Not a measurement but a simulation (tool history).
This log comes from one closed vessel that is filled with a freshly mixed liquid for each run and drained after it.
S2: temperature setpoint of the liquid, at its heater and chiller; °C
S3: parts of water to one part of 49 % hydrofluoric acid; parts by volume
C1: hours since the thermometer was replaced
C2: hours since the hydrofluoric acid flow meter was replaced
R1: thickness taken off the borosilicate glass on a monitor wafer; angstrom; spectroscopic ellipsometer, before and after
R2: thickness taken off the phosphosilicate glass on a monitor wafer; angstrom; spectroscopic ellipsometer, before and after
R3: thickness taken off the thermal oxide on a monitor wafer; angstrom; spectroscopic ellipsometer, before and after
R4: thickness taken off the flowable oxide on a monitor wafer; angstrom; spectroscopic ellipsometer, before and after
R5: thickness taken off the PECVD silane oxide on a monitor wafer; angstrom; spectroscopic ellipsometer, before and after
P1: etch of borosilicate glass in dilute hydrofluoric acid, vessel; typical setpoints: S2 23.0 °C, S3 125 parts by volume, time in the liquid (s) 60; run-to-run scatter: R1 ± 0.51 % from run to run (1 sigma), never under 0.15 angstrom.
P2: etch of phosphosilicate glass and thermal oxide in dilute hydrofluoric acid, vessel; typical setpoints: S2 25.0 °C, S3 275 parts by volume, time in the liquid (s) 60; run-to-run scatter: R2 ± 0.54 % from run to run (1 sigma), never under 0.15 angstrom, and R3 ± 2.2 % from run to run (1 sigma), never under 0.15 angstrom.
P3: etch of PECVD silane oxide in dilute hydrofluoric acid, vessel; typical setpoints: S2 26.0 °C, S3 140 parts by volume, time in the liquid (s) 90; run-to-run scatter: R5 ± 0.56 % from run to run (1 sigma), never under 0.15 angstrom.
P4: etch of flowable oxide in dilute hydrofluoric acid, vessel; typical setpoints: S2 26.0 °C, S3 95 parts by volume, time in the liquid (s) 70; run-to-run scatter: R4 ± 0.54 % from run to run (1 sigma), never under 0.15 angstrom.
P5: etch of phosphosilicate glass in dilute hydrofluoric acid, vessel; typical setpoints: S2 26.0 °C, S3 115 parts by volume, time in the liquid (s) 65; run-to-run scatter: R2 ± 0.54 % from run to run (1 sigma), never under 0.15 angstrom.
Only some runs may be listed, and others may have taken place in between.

run 1 hour=12.9 | process_that_ran=P1 S2=23.0 S3=125 time_in_the_liquid_(s)=60 | C1=1512.3 C2=715.5 | R1=226.18
run 2 hour=19.8 | process_that_ran=P2 S2=33.0 S3=275 time_in_the_liquid_(s)=60 | C1=1519.2 C2=722.4 | R2=221.150 R3=11.3410
run 3 hour=32.3 | process_that_ran=P4 S2=26.0 S3=140 time_in_the_liquid_(s)=70 | C1=1531.7 C2=734.9 | R4=164.03
run 4 hour=39.2 | process_that_ran=P3 S2=33.5 S3=140 time_in_the_liquid_(s)=90 | C1=1538.6 C2=741.8 | R5=253.260
run 5 hour=52.3 | process_that_ran=P5 S2=26.0 S3=115 time_in_the_liquid_(s)=65 | C1=1551.7 C2=754.9 | R2=533.900
run 6 hour=66.0 | process_that_ran=P1 S2=23.0 S3=125 time_in_the_liquid_(s)=60 | C1=1565.4 C2=768.6 | R1=229.31
run 7 hour=81.8 | process_that_ran=P1 S2=17.0 S3=210 time_in_the_liquid_(s)=60 | C1=1581.2 C2=784.4 | R1=98.14
run 8 hour=96.5 | process_that_ran=P2 S2=25.0 S3=275 time_in_the_liquid_(s)=30 | C1=1595.9 C2=799.1 | R2=85.712 R3=4.5543
run 9 hour=107.6 | process_that_ran=P2 S2=25.0 S3=495 time_in_the_liquid_(s)=60 | C1=1607.0 C2=810.2 | R2=77.374 R3=3.9392
run 10 hour=116.3 | process_that_ran=P1 S2=23.0 S3=185 time_in_the_liquid_(s)=60 | C1=1615.7 C2=818.9 | R1=144.37
run 11 hour=128.1 | process_that_ran=P4 S2=26.0 S3=95 time_in_the_liquid_(s)=70 | C1=1627.5 C2=830.7 | R4=257.70
run 12 hour=139.2 | process_that_ran=P1 S2=23.0 S3=125 time_in_the_liquid_(s)=110 | C1=1638.6 C2=841.8 | R1=418.79
run 13 hour=155.1 | process_that_ran=P4 S2=26.0 S3=95 time_in_the_liquid_(s)=30 | C1=1654.5 C2=857.7 | R4=109.70
run 14 hour=165.2 | process_that_ran=P5 S2=26.0 S3=115 time_in_the_liquid_(s)=30 | C1=1664.6 C2=867.8 | R2=245.190
run 15 hour=176.1 | process_that_ran=P1 S2=19.0 S3=125 time_in_the_liquid_(s)=60 | C1=1675.5 C2=878.7 | R1=193.33
run 16 hour=187.0 | process_that_ran=P4 S2=31.0 S3=95 time_in_the_liquid_(s)=70 | C1=1686.4 C2=889.6 | R4=310.83
run 17 hour=202.1 | process_that_ran=P1 S2=23.0 S3=125 time_in_the_liquid_(s)=60 | C1=1701.5 C2=904.7 | R1=228.54
run 18 hour=216.9 | process_that_ran=P3 S2=26.0 S3=140 time_in_the_liquid_(s)=90 | C1=1716.3 C2=919.5 | R5=194.850
run 19 hour=224.2 | process_that_ran=P1 S2=23.0 S3=125 time_in_the_liquid_(s)=60 | C1=1723.6 C2=926.8 | R1=229.62
run 20 hour=235.1 | process_that_ran=P5 S2=26.0 S3=35 time_in_the_liquid_(s)=65 | C1=1734.5 C2=937.7 | R2=1950.000
run 21 hour=250.6 | process_that_ran=P1 S2=23.0 S3=125 time_in_the_liquid_(s)=30 | C1=1750.0 C2=953.2 | R1=112.73
run 22 hour=264.2 | process_that_ran=P3 S2=26.0 S3=30 time_in_the_liquid_(s)=90 | C1=1763.6 C2=966.8 | R5=1049.300
run 23 hour=272.3 | process_that_ran=P1 S2=23.0 S3=125 time_in_the_liquid_(s)=60 | C1=1771.7 C2=974.9 | R1=229.89
run 24 hour=284.9 | process_that_ran=P1 S2=28.5 S3=125 time_in_the_liquid_(s)=60 | C1=1784.3 C2=987.5 | R1=280.41
run 25 hour=298.2 | process_that_ran=P2 S2=25.0 S3=275 time_in_the_liquid_(s)=60 | C1=1797.6 C2=1000.8 | R2=170.490 R3=8.6988
run 26 hour=310.7 | process_that_ran=P5 S2=26.0 S3=115 time_in_the_liquid_(s)=65 | C1=1810.1 C2=1013.3 | R2=535.220
run 27 hour=319.8 | process_that_ran=P1 S2=23.0 S3=125 time_in_the_liquid_(s)=60 | C1=1819.2 C2=1022.4 | R1=228.52
run 28 hour=333.8 | process_that_ran=P5 S2=30.5 S3=115 time_in_the_liquid_(s)=65 | C1=1833.2 C2=1036.4 | R2=627.390
run 29 hour=340.8 | process_that_ran=P1 S2=23.0 S3=70 time_in_the_liquid_(s)=60 | C1=1840.2 C2=1043.4 | R1=433.55
run 30 hour=355.4 | process_that_ran=P3 S2=26.0 S3=140 time_in_the_liquid_(s)=40 | C1=1854.8 C2=1058.0 | R5=86.839
run 31 hour=368.0 | process_that_ran=P4 S2=26.0 S3=95 time_in_the_liquid_(s)=70 | C1=1867.4 C2=1070.6 | R4=258.13
run 32 hour=376.7 | process_that_ran=P1 S2=23.0 S3=125 time_in_the_liquid_(s)=60 | C1=1876.1 C2=1079.3 | R1=229.45
run 33 hour=390.8 | process_that_ran=P1 S2=23.0 S3=125 time_in_the_liquid_(s)=60 | C1=1890.2 C2=1093.4 | R1=219.84
run 34 hour=401.0 | process_that_ran=P1 S2=23.0 S3=125 time_in_the_liquid_(s)=60 | C1=1900.4 C2=1103.6 | R1=216.99
run 35 hour=411.2 | process_that_ran=P1 S2=23.0 S3=125 time_in_the_liquid_(s)=60 | C1=1910.6 C2=1113.8 | R1=212.88
run 36 hour=425.7 | process_that_ran=P1 S2=23.0 S3=125 time_in_the_liquid_(s)=60 | C1=1925.1 C2=1128.3 | R1=211.86
run 37 hour=438.6 | process_that_ran=P1 S2=23.0 S3=125 time_in_the_liquid_(s)=60 | C1=1938.0 C2=1141.2 | R1=211.16
run 38 hour=452.3 | process_that_ran=P1 S2=23.0 S3=125 time_in_the_liquid_(s)=60 | C1=1951.7 C2=1154.9 | R1=211.53
run 39 hour=466.8 | process_that_ran=P1 S2=23.0 S3=125 time_in_the_liquid_(s)=60 | C1=1966.2 C2=1169.4 | R1=210.42

What P1 gives has crept off from where it sat before. The 2 causes that follow fit the log equally well, each at the size noted:
A: hydrofluoric acid flow below the setpoint (%) = 6.73
B: liquid colder than its thermometer reads (K) = 2.02
The gradual shift began around hour 376.7.

Which of the 4 check runs listed below separates the causes, so that each cause would produce a clearly different result? Each run uses one wafer, and its results are marked with question marks.
run check 1 hour=481.3 | process_that_ran=P2 S2=31.5 S3=470 time_in_the_liquid_(s)=60 | R2=? R3=?
run check 2 hour=481.3 | process_that_ran=P4 S2=29.5 S3=95 time_in_the_liquid_(s)=70 | R4=?
run check 3 hour=481.3 | process_that_ran=P5 S2=26.0 S3=60 time_in_the_liquid_(s)=30 | R2=?
run check 4 hour=481.3 | process_that_ran=P3 S2=31.5 S3=35 time_in_the_liquid_(s)=90 | R5=?

Predicted outcomes, by check and by cause:
check=check_1 result=R2 if_A=91.370 if_B=95.441
check=check_1 result=R3 if_A=4.6330 if_B=4.8394
check=check_2 result=R4 if_A=272.96 if_B=273.53
check=check_3 result=R2 if_A=468.110 if_B=465.210
check=check_4 result=R5 if_A=1029.900 if_B=1023.500
Minimum pairwise separation of causes per check, each pair taken at its best-separating result: check 1 4.36 %; check 2 0.21 %; check 3 0.62 %; check 4 0.62 %
Only check 1 tells the causes apart: in the others they would give nearly the same result.

Running check 1 produced the following: R2 96.159 angstrom; R3 5.0600 angstrom. Which one of the listed causes fits?

It was cause B: liquid colder than its thermometer reads (K).
